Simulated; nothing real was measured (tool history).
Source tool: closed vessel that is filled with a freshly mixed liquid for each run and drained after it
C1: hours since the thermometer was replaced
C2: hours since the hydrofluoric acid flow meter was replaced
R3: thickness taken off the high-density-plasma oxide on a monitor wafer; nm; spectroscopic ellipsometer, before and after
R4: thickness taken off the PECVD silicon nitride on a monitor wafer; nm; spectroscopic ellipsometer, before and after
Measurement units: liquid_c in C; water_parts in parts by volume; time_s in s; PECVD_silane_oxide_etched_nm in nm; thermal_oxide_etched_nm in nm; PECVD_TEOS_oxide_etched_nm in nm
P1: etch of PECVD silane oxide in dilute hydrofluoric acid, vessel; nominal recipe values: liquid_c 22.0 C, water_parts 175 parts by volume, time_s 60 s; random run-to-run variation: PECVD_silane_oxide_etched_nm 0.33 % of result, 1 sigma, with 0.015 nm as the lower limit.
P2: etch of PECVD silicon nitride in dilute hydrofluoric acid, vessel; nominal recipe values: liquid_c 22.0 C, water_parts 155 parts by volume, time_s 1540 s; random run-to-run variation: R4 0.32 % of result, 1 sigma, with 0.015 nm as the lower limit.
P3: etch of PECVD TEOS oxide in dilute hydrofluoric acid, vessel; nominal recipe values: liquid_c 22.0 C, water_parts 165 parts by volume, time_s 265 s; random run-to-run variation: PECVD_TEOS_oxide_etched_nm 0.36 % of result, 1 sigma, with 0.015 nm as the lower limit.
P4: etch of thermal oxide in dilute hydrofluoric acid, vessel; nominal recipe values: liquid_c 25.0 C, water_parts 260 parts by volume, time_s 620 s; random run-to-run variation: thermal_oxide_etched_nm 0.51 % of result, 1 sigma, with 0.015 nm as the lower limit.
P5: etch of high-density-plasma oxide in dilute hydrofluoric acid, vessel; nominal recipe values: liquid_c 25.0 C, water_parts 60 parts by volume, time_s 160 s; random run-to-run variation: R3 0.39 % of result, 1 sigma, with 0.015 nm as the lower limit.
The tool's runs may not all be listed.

run 1 hour=16.6 | process=P1 liquid_c=22.0 water_parts=175 time_s=60 | C1=814.8 C2=308.7 | PECVD_silane_oxide_etched_nm=8.5117
run 2 hour=27.6 | process=P1 liquid_c=22.0 water_parts=175 time_s=95 | C1=825.8 C2=319.7 | PECVD_silane_oxide_etched_nm=13.5070
run 3 hour=45.0 | process=P4 liquid_c=25.0 water_parts=260 time_s=620 | C1=843.2 C2=337.1 | thermal_oxide_etched_nm=9.7167
run 4 hour=62.8 | process=P5 liquid_c=25.0 water_parts=60 time_s=160 | C1=861.0 C2=354.9 | R3=15.696
run 5 hour=80.0 | process=P5 liquid_c=25.0 water_parts=105 time_s=160 | C1=878.2 C2=372.1 | R3=8.484
-- hour=91.6 hydrofluoric acid flow meter replaced
run 6 hour=92.6 | process=P1 liquid_c=22.0 water_parts=175 time_s=60 | C1=890.8 C2=1.1 | PECVD_silane_oxide_etched_nm=8.5568
run 7 hour=102.9 | process=P1 liquid_c=22.0 water_parts=175 time_s=60 | C1=901.1 C2=11.4 | PECVD_silane_oxide_etched_nm=8.5844
run 8 hour=110.8 | process=P2 liquid_c=22.0 water_parts=155 time_s=2730 | C1=909.0 C2=19.3 | R4=44.484
run 9 hour=126.8 | process=P1 liquid_c=22.0 water_parts=175 time_s=60 | C1=925.0 C2=35.3 | PECVD_silane_oxide_etched_nm=8.5283
run 10 hour=135.7 | process=P1 liquid_c=25.5 water_parts=95 time_s=60 | C1=933.9 C2=44.2 | PECVD_silane_oxide_etched_nm=19.7000
run 11 hour=151.0 | process=P5 liquid_c=18.0 water_parts=60 time_s=160 | C1=949.2 C2=59.5 | R3=11.682
run 12 hour=166.9 | process=P1 liquid_c=22.0 water_parts=175 time_s=60 | C1=965.1 C2=75.4 | PECVD_silane_oxide_etched_nm=8.5725
run 13 hour=175.0 | process=P1 liquid_c=22.0 water_parts=305 time_s=60 | C1=973.2 C2=83.5 | PECVD_silane_oxide_etched_nm=4.2953
run 14 hour=192.8 | process=P1 liquid_c=22.0 water_parts=175 time_s=60 | C1=991.0 C2=101.3 | PECVD_silane_oxide_etched_nm=8.5552
run 15 hour=203.4 | process=P1 liquid_c=22.0 water_parts=40 time_s=60 | C1=1001.6 C2=111.9 | PECVD_silane_oxide_etched_nm=43.8980
run 16 hour=221.0 | process=P2 liquid_c=22.0 water_parts=285 time_s=1540 | C1=1019.2 C2=129.5 | R4=13.826
run 17 hour=237.0 | process=P3 liquid_c=22.0 water_parts=165 time_s=265 | C1=1035.2 C2=145.5 | PECVD_TEOS_oxide_etched_nm=39.549
run 18 hour=253.2 | process=P5 liquid_c=25.0 water_parts=60 time_s=160 | C1=1051.4 C2=161.7 | R3=15.778
run 19 hour=264.5 | process=P4 liquid_c=25.0 water_parts=260 time_s=895 | C1=1062.7 C2=173.0 | thermal_oxide_etched_nm=14.0140
run 20 hour=273.7 | process=P2 liquid_c=17.0 water_parts=155 time_s=1540 | C1=1071.9 C2=182.2 | R4=17.915
run 21 hour=289.1 | process=P3 liquid_c=22.0 water_parts=295 time_s=265 | C1=1087.3 C2=197.6 | PECVD_TEOS_oxide_etched_nm=19.280
run 22 hour=297.8 | process=P5 liquid_c=25.0 water_parts=60 time_s=305 | C1=1096.0 C2=206.3 | R3=30.039
run 23 hour=315.8 | process=P1 liquid_c=28.0 water_parts=175 time_s=60 | C1=1114.0 C2=224.3 | PECVD_silane_oxide_etched_nm=10.6660
run 24 hour=328.4 | process=P4 liquid_c=29.5 water_parts=260 time_s=620 | C1=1126.6 C2=236.9 | thermal_oxide_etched_nm=11.2770
run 25 hour=336.8 | process=P1 liquid_c=17.0 water_parts=175 time_s=60 | C1=1135.0 C2=245.3 | PECVD_silane_oxide_etched_nm=7.0290
run 26 hour=347.6 | process=P1 liquid_c=22.0 water_parts=175 time_s=30 | C1=1145.8 C2=256.1 | PECVD_silane_oxide_etched_nm=4.2539
run 27 hour=365.0 | process=P3 liquid_c=26.0 water_parts=165 time_s=265 | C1=1163.2 C2=273.5 | PECVD_TEOS_oxide_etched_nm=45.940
run 28 hour=377.2 | process=P4 liquid_c=25.0 water_parts=155 time_s=620 | C1=1175.4 C2=285.7 | thermal_oxide_etched_nm=18.2230
run 29 hour=385.2 | process=P3 liquid_c=22.0 water_parts=165 time_s=450 | C1=1183.4 C2=293.7 | PECVD_TEOS_oxide_etched_nm=66.828
run 30 hour=396.7 | process=P2 liquid_c=22.0 water_parts=155 time_s=1540 | C1=1194.9 C2=305.2 | R4=25.035
run 31 hour=407.9 | process=P1 liquid_c=22.0 water_parts=175 time_s=60 | C1=1206.1 C2=316.4 | PECVD_silane_oxide_etched_nm=8.5539
run 32 hour=417.3 | process=P1 liquid_c=22.0 water_parts=175 time_s=60 | C1=1215.5 C2=325.8 | PECVD_silane_oxide_etched_nm=8.3334
run 33 hour=434.9 | process=P1 liquid_c=22.0 water_parts=175 time_s=60 | C1=1233.1 C2=343.4 | PECVD_silane_oxide_etched_nm=8.1969
run 34 hour=444.7 | process=P1 liquid_c=22.0 water_parts=175 time_s=60 | C1=1242.9 C2=353.2 | PECVD_silane_oxide_etched_nm=8.1207
run 35 hour=456.0 | process=P1 liquid_c=22.0 water_parts=175 time_s=60 | C1=1254.2 C2=364.5 | PECVD_silane_oxide_etched_nm=8.0731
run 36 hour=471.9 | process=P1 liquid_c=22.0 water_parts=175 time_s=60 | C1=1270.1 C2=380.4 | PECVD_silane_oxide_etched_nm=8.0837
run 37 hour=480.1 | process=P1 liquid_c=22.0 water_parts=175 time_s=60 | C1=1278.3 C2=388.6 | PECVD_silane_oxide_etched_nm=8.0456
run 38 hour=496.9 | process=P1 liquid_c=22.0 water_parts=175 time_s=60 | C1=1295.1 C2=405.4 | PECVD_silane_oxide_etched_nm=8.0475
run 39 hour=506.1 | process=P1 liquid_c=22.0 water_parts=175 time_s=60 | C1=1304.3 C2=414.6 | PECVD_silane_oxide_etched_nm=8.0484

P1 has crept away from where it was. The log is fitted equally well by each of these 2 causes, at the sizes shown:
A: hydrofluoric acid flow below the setpoint (%) = 5.22
B: liquid colder than its thermometer reads (K) = 1.65
The creep began at about hour 407.9.

Question marks stand in for the results of the 4 check runs listed below, each run on one wafer. Under which run would the listed causes show clearly different results?
run check 1 hour=515.3 | process=P5 liquid_c=25.0 water_parts=60 time_s=160 | R3=?
run check 2 hour=515.3 | process=P3 liquid_c=22.0 water_parts=165 time_s=265 | PECVD_TEOS_oxide_etched_nm=?
run check 3 hour=515.3 | process=P4 liquid_c=25.0 water_parts=260 time_s=620 | thermal_oxide_etched_nm=?
run check 4 hour=515.3 | process=P2 liquid_c=22.0 water_parts=155 time_s=1540 | R4=?

If the cause were each of the candidates in turn, the checks would give the following:
check=check_1 result=R3 if_A=14.791 if_B=14.653
check=check_2 result=PECVD_TEOS_oxide_etched_nm if_A=37.063 if_B=37.027
check=check_3 result=thermal_oxide_etched_nm if_A=9.0515 if_B=9.1398
check=check_4 result=R4 if_A=23.746 if_B=22.447
Per check, the gap between the least separated pair of causes, taken in the result that splits them most: check 1 0.93 %; check 2 0.1 %; check 3 0.97 %; check 4 5.63 %
Check 4 tells the causes apart: in the others they would give nearly the same result.

Check 4 was carried out, with these results: R4 22.304 nm. Which of the listed causes is responsible?

It was cause B: liquid colder than its thermometer reads (K).
